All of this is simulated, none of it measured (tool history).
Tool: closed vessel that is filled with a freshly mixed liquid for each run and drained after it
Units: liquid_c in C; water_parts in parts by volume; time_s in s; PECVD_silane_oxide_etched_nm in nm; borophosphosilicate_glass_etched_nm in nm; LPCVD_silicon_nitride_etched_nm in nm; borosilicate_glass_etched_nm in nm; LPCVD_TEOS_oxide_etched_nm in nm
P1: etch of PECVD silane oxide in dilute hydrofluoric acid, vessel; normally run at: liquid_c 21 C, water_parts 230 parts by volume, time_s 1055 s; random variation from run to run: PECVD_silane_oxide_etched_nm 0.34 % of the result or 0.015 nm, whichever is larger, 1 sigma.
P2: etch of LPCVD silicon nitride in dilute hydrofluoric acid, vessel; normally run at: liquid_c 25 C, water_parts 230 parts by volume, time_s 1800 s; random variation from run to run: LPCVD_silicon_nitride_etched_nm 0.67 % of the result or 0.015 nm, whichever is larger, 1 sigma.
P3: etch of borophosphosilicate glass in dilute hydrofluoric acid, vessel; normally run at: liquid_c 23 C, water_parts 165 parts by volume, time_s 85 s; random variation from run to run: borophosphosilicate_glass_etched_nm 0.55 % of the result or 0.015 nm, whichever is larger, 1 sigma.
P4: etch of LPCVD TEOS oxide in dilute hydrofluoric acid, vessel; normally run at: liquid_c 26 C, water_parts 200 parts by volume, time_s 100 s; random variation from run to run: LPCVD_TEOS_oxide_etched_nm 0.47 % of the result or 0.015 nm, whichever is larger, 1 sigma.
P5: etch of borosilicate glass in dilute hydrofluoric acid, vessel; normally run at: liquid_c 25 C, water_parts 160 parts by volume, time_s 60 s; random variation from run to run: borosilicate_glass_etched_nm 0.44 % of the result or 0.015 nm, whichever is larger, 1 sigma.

run    day  process  liquid_c  water_parts  time_s  hours since the thermometer was replaced  hours since the hydrofluoric acid flow meter was replaced  PECVD_silane_oxide_etched_nm  borophosphosilicate_glass_etched_nm  LPCVD_silicon_nitride_etched_nm  borosilicate_glass_etched_nm  LPCVD_TEOS_oxide_etched_nm
  1  0.238       P1        21          230    1055                                       320                                                      363.6                        60.259
  2  0.562       P3        23          165      30                                     327.8                                                      371.4                                                             8.4648
  3  0.858       P2        25          230     310                                     334.9                                                      378.5                                                                                              0.7645
     1.117  -- thermometer replaced
  4   1.15       P5        25           70      60                                       0.9                                                      385.5                                                                                                                            33.294
  5  1.329       P1        21          230    1550                                       5.2                                                      389.8                         88.02
  6  1.604       P1        21          230    1055                                      11.8                                                      396.4                        60.007
  7  1.754       P3        17          165      85                                      15.4                                                        400                                                             19.018
  8  2.062       P1        21          230    1055                                      22.8                                                      407.4                        60.022
  9  2.262       P1        21          230    1055                                      27.6                                                      412.2                        59.869
 10  2.588       P1        21          230      50                                      35.4                                                        420                        2.8211
 11    2.8       P2        25          230    1800                                      40.5                                                      425.1                                                                                              4.2324
 12      3       P1        17          230    1055                                      45.3                                                      429.9                        51.763
 13  3.162       P1        21          230    1055                                      49.2                                                      433.8                        59.894
 14  3.354       P3        23          165      85                                      53.8                                                      438.4                                                              23.95
 15  3.517       P1        21          130     595                                      57.7                                                      442.3                        66.392
 16  3.708       P2        30          230    1800                                      62.3                                                      446.9                                                                                              5.8315
 17  4.033       P1        27          230    1055                                      70.1                                                      454.7                        74.659
 18  4.196       P4        26          200     100                                        74                                                      458.6                                                                                                                                                        15.989
 19  4.475       P4        26          305     100                                      80.7                                                      465.3                                                                                                                                                        9.3969
 20  4.779       P5      20.5          160      60                                        88                                                      472.6                                                                                                                            10.974
 21  5.062       P4        26          200     100                                      94.8                                                      479.4                                                                                                                                                        16.132
 22  5.246       P1        21           65    1055                                      99.2                                                      483.8                        253.54
 23  5.546       P3        23          165      85                                     106.4                                                        491                                                             23.985
 24  5.779       P3        23           45      85                                       112                                                      496.6                                                             102.26
 25  5.958       P1        21          400    1055                                     116.3                                                      500.9                        29.697
 26  6.204       P5        25          160      90                                     122.2                                                      506.8                                                                                                                            19.708
 27  6.442       P1        21          230    1055                                     127.9                                                      512.5                        59.927
 28  6.658       P2        25          230    1800                                     133.1                                                      517.7                                                                                              4.2854
 29  6.971       P4      31.5          200     100                                     140.6                                                      525.2                                                                                                                                                        19.239
 30  7.212       P5        25          160      60                                     146.4                                                        531                                                                                                                             13.07

The next listed run, before its measurement:
 31  7.379       P2        25          345    1800                                     150.4                                                        535                                                                                                   ?

{"run 31": {"LPCVD_silicon_nitride_etched_nm": 2.835}}
